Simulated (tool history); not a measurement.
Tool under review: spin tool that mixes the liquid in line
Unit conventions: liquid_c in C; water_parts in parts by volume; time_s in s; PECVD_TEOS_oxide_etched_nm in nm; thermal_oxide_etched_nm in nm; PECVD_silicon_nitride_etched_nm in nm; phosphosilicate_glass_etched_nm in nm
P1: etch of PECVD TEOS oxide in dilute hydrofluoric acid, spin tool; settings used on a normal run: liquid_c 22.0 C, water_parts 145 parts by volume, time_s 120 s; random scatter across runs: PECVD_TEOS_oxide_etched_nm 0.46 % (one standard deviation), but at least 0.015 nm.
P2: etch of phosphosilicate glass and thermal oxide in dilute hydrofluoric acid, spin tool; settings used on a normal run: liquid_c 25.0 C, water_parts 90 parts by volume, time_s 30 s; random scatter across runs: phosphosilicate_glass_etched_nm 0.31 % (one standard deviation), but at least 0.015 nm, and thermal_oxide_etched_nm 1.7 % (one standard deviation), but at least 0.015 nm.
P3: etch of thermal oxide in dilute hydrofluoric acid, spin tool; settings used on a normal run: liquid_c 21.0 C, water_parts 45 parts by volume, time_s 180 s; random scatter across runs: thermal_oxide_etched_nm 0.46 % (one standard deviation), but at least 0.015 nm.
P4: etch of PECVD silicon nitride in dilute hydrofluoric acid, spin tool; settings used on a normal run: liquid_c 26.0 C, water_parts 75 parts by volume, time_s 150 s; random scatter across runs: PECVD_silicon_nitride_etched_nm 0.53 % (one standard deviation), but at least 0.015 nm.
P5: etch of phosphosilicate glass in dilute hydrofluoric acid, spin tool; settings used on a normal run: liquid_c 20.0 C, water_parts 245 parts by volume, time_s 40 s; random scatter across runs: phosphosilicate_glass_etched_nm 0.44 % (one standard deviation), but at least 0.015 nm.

run,hour,process,liquid_c,water_parts,time_s,PECVD_TEOS_oxide_etched_nm,thermal_oxide_etched_nm,PECVD_silicon_nitride_etched_nm,phosphosilicate_glass_etched_nm
1,4.8,P1,22.0,145,120,9.8763,,,
2,10.3,P1,22.0,145,120,9.8869,,,
3,16.0,P3,21.0,20,180,,42.33600,,
4,19.1,P1,22.0,40,120,40.9710,,,
5,24.3,P1,22.0,145,120,10.0820,,,
6,29.9,P1,22.0,145,55,4.5630,,,
7,35.1,P1,27.5,60,120,32.9920,,,
8,40.3,P4,34.0,75,150,,,13.0450,
9,44.9,P4,26.0,125,150,,,4.7718,
10,50.0,P5,20.0,245,80,,,,27.201
11,53.2,P1,22.0,145,235,19.5010,,,
12,56.5,P2,25.0,160,30,,0.88173,,22.740
13,60.9,P5,20.0,245,40,,,,13.522
14,66.7,P2,29.5,90,30,,1.90470,,52.783
15,71.5,P1,22.0,240,120,5.4615,,,
16,74.2,P2,25.0,90,55,,2.92220,,80.840
17,78.4,P1,22.0,145,120,9.9269,,,
# hour 81.1: hydrofluoric acid flow meter replaced
18,83.9,P4,26.0,75,45,,,2.3549,
19,86.6,P4,26.0,75,150,,,7.9239,
20,90.7,P1,22.0,145,120,9.9209,,,
21,96.0,P1,17.0,145,120,8.2401,,,
22,101.8,P5,24.5,245,40,,,,15.935
23,107.0,P2,25.0,90,30,,1.62480,,44.029
24,110.1,P3,21.0,45,180,,18.23400,,
25,116.0,P4,26.0,75,150,,,7.9091,
26,121.5,P3,21.0,45,180,,18.24000,,
27,126.1,P3,21.0,45,15,,1.51700,,
28,129.8,P1,28.0,145,120,12.5020,,,

Forecast run 29:
29,134.5,P5,20.0,105,40,,,,?

Run 29 came out at phosphosilicate_glass_etched_nm 36.623 nm.

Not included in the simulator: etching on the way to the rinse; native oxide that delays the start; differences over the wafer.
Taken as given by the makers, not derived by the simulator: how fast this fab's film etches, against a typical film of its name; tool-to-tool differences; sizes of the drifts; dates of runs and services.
